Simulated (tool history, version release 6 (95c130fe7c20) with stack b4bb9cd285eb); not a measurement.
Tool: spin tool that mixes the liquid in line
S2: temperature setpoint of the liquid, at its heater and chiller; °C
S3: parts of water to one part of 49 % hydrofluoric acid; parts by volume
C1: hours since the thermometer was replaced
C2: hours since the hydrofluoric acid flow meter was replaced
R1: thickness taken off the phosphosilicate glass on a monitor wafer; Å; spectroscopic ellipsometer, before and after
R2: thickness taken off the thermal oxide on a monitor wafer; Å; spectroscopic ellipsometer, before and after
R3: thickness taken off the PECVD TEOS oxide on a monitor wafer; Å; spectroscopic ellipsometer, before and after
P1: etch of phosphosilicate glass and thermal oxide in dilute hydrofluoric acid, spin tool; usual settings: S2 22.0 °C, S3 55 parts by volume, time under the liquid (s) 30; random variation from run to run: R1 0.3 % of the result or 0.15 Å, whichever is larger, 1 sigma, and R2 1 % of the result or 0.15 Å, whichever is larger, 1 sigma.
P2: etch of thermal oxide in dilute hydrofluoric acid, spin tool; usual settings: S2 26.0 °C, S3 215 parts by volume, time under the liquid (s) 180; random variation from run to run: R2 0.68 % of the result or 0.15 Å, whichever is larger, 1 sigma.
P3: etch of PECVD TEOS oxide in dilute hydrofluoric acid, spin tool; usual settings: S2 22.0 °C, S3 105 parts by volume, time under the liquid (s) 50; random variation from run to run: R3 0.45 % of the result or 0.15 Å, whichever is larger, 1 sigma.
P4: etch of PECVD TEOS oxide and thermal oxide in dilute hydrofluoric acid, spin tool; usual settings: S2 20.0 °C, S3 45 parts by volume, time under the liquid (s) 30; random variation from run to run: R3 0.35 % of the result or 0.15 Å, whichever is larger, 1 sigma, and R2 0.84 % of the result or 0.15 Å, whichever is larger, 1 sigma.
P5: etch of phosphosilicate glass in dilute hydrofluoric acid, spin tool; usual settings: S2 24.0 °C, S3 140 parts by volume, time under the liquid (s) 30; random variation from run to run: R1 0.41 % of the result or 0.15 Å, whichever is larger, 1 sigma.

run 1 hour=3.4 | process_that_ran=P1 S2=22.0 S3=55 time_under_the_liquid_(s)=30 | C1=1431.5 C2=1216.2 | R1=515.030 R2=25.534
run 2 hour=8.6 | process_that_ran=P3 S2=22.0 S3=105 time_under_the_liquid_(s)=15 | C1=1436.7 C2=1221.4 | R3=37.345
run 3 hour=11.3 | process_that_ran=P1 S2=30.0 S3=55 time_under_the_liquid_(s)=30 | C1=1439.4 C2=1224.1 | R1=708.520 R2=35.932
run 4 hour=15.6 | process_that_ran=P1 S2=22.0 S3=55 time_under_the_liquid_(s)=30 | C1=1443.7 C2=1228.4 | R1=514.290 R2=25.543
run 5 hour=20.5 | process_that_ran=P1 S2=22.0 S3=20 time_under_the_liquid_(s)=30 | C1=1448.6 C2=1233.3 | R1=1472.500 R2=73.415
run 6 hour=25.0 | process_that_ran=P1 S2=22.0 S3=55 time_under_the_liquid_(s)=30 | C1=1453.1 C2=1237.8 | R1=511.860 R2=26.010
run 7 hour=28.7 | process_that_ran=P5 S2=17.0 S3=140 time_under_the_liquid_(s)=30 | C1=1456.8 C2=1241.5 | R1=104.890
run 8 hour=34.4 | process_that_ran=P2 S2=26.0 S3=215 time_under_the_liquid_(s)=315 | C1=1462.5 C2=1247.2 | R2=65.499
run 9 hour=36.9 | process_that_ran=P5 S2=24.0 S3=140 time_under_the_liquid_(s)=30 | C1=1465.0 C2=1249.7 | R1=138.910
run 10 hour=40.9 | process_that_ran=P2 S2=26.0 S3=395 time_under_the_liquid_(s)=180 | C1=1469.0 C2=1253.7 | R2=16.704
run 11 hour=46.3 | process_that_ran=P5 S2=24.0 S3=70 time_under_the_liquid_(s)=30 | C1=1474.4 C2=1259.1 | R1=301.600
run 12 hour=51.5 | process_that_ran=P4 S2=20.0 S3=45 time_under_the_liquid_(s)=30 | C1=1479.6 C2=1264.3 | R2=28.282 R3=144.750
run 13 hour=56.4 | process_that_ran=P3 S2=22.0 S3=105 time_under_the_liquid_(s)=50 | C1=1484.5 C2=1269.2 | R3=125.850
run 14 hour=60.4 | process_that_ran=P1 S2=27.5 S3=90 time_under_the_liquid_(s)=30 | C1=1488.5 C2=1273.2 | R1=374.330 R2=19.011
run 15 hour=63.5 | process_that_ran=P4 S2=20.0 S3=45 time_under_the_liquid_(s)=60 | C1=1491.6 C2=1276.3 | R2=56.491 R3=288.540
run 16 hour=69.2 | process_that_ran=P2 S2=26.0 S3=215 time_under_the_liquid_(s)=180 | C1=1497.3 C2=1282.0 | R2=37.503
run 17 hour=73.5 | process_that_ran=P3 S2=22.0 S3=30 time_under_the_liquid_(s)=50 | C1=1501.6 C2=1286.3 | R3=478.950
run 18 hour=78.1 | process_that_ran=P1 S2=22.0 S3=80 time_under_the_liquid_(s)=30 | C1=1506.2 C2=1290.9 | R1=344.180 R2=17.483
run 19 hour=83.6 | process_that_ran=P1 S2=22.0 S3=55 time_under_the_liquid_(s)=30 | C1=1511.7 C2=1296.4 | R1=512.990 R2=25.850
run 20 hour=87.7 | process_that_ran=P3 S2=22.0 S3=105 time_under_the_liquid_(s)=50 | C1=1515.8 C2=1300.5 | R3=125.340
run 21 hour=92.4 | process_that_ran=P3 S2=27.0 S3=105 time_under_the_liquid_(s)=50 | C1=1520.5 C2=1305.2 | R3=152.930
run 22 hour=95.6 | process_that_ran=P1 S2=17.0 S3=55 time_under_the_liquid_(s)=30 | C1=1523.7 C2=1308.4 | R1=415.340 R2=21.067
run 23 hour=100.8 | process_that_ran=P1 S2=22.0 S3=55 time_under_the_liquid_(s)=30 | C1=1528.9 C2=1313.6 | R1=514.530 R2=25.580
run 24 hour=105.1 | process_that_ran=P1 S2=22.0 S3=25 time_under_the_liquid_(s)=55 | C1=1533.2 C2=1317.9 | R1=2142.100 R2=109.460
run 25 hour=110.1 | process_that_ran=P1 S2=22.0 S3=55 time_under_the_liquid_(s)=30 | C1=1538.2 C2=1322.9 | R1=511.390 R2=25.559
run 26 hour=113.9 | process_that_ran=P1 S2=22.0 S3=55 time_under_the_liquid_(s)=60 | C1=1542.0 C2=1326.7 | R1=1021.200 R2=52.434
run 27 hour=118.3 | process_that_ran=P1 S2=22.0 S3=55 time_under_the_liquid_(s)=15 | C1=1546.4 C2=1331.1 | R1=257.390 R2=13.260
run 28 hour=122.6 | process_that_ran=P5 S2=24.0 S3=140 time_under_the_liquid_(s)=15 | C1=1550.7 C2=1335.4 | R1=68.816
run 29 hour=126.8 | process_that_ran=P1 S2=22.0 S3=20 time_under_the_liquid_(s)=60 | C1=1554.9 C2=1339.6 | R1=2936.400 R2=146.010
run 30 hour=130.3 | process_that_ran=P4 S2=20.0 S3=70 time_under_the_liquid_(s)=30 | C1=1558.4 C2=1343.1 | R2=17.381 R3=90.146
run 31 hour=134.1 | process_that_ran=P4 S2=28.0 S3=45 time_under_the_liquid_(s)=30 | C1=1562.2 C2=1346.9 | R2=38.988 R3=201.070
run 32 hour=137.3 | process_that_ran=P4 S2=20.0 S3=45 time_under_the_liquid_(s)=30 | C1=1565.4 C2=1350.1 | R2=27.908 R3=144.840
run 33 hour=141.6 | process_that_ran=P2 S2=34.0 S3=215 time_under_the_liquid_(s)=180 | C1=1569.7 C2=1354.4 | R2=48.228
run 34 hour=147.1 | process_that_ran=P1 S2=22.0 S3=55 time_under_the_liquid_(s)=30 | C1=1575.2 C2=1359.9 | R1=512.160 R2=26.100
run 35 hour=151.7 | process_that_ran=P1 S2=22.0 S3=55 time_under_the_liquid_(s)=30 | C1=1579.8 C2=1364.5 | R1=499.530 R2=24.966
run 36 hour=155.0 | process_that_ran=P1 S2=22.0 S3=55 time_under_the_liquid_(s)=30 | C1=1583.1 C2=1367.8 | R1=493.410 R2=24.551
run 37 hour=160.5 | process_that_ran=P1 S2=22.0 S3=55 time_under_the_liquid_(s)=30 | C1=1588.6 C2=1373.3 | R1=485.190 R2=24.414
run 38 hour=166.1 | process_that_ran=P1 S2=22.0 S3=55 time_under_the_liquid_(s)=30 | C1=1594.2 C2=1378.9 | R1=480.870 R2=24.212
run 39 hour=171.1 | process_that_ran=P1 S2=22.0 S3=55 time_under_the_liquid_(s)=30 | C1=1599.2 C2=1383.9 | R1=482.070 R2=23.902
run 40 hour=174.1 | process_that_ran=P1 S2=22.0 S3=55 time_under_the_liquid_(s)=30 | C1=1602.2 C2=1386.9 | R1=477.010 R2=23.377
run 41 hour=177.9 | process_that_ran=P1 S2=22.0 S3=55 time_under_the_liquid_(s)=30 | C1=1606.0 C2=1390.7 | R1=476.930 R2=24.237
run 42 hour=181.1 | process_that_ran=P1 S2=22.0 S3=55 time_under_the_liquid_(s)=30 | C1=1609.2 C2=1393.9 | R1=475.410 R2=24.384
run 43 hour=185.7 | process_that_ran=P1 S2=22.0 S3=55 time_under_the_liquid_(s)=30 | C1=1613.8 C2=1398.5 | R1=473.550 R2=23.186
run 44 hour=189.2 | process_that_ran=P1 S2=22.0 S3=55 time_under_the_liquid_(s)=30 | C1=1617.3 C2=1402.0 | R1=473.110 R2=23.833
run 45 hour=194.1 | process_that_ran=P1 S2=22.0 S3=55 time_under_the_liquid_(s)=30 | C1=1622.2 C2=1406.9 | R1=473.080 R2=23.699

What P1 gives has crept away from where it was. These 2 causes fit the log equally well, each at the size given:
A: liquid colder than its thermometer reads (K) = 1.92
B: hydrofluoric acid flow below the setpoint (%) = 7.21
The creep began at about hour 147.1.

4 check runs are offered, each on 5 wafers whose results are averaged, their results left as question marks. Which one tells the causes apart?
run check 1 hour=199.0 | process_that_ran=P3 S2=22.0 S3=65 time_under_the_liquid_(s)=25 | R3=?
run check 2 hour=199.0 | process_that_ran=P4 S2=20.0 S3=70 time_under_the_liquid_(s)=55 | R2=? R3=?
run check 3 hour=199.0 | process_that_ran=P5 S2=17.0 S3=140 time_under_the_liquid_(s)=15 | R1=?
run check 4 hour=199.0 | process_that_ran=P2 S2=26.0 S3=385 time_under_the_liquid_(s)=180 | R2=?

What each check would give under each cause:
check=check_1 result=R3 if_A=97.891 if_B=97.791
check=check_2 result=R2 if_A=29.365 if_B=29.362
check=check_2 result=R3 if_A=152.910 if_B=152.890
check=check_3 result=R1 if_A=48.348 if_B=48.079
check=check_4 result=R2 if_A=16.352 if_B=15.711
How far apart the two closest causes lie, in the result that separates them most: check 1 0.1 %; check 2 0.01 %; check 3 0.56 %; check 4 4 %
Only check 4 tells the causes apart: in the others they would give nearly the same result.

Check 4 was then run and gave: R2 15.876 Å. Which cause is it?

It is B: hydrofluoric acid flow below the setpoint (%).

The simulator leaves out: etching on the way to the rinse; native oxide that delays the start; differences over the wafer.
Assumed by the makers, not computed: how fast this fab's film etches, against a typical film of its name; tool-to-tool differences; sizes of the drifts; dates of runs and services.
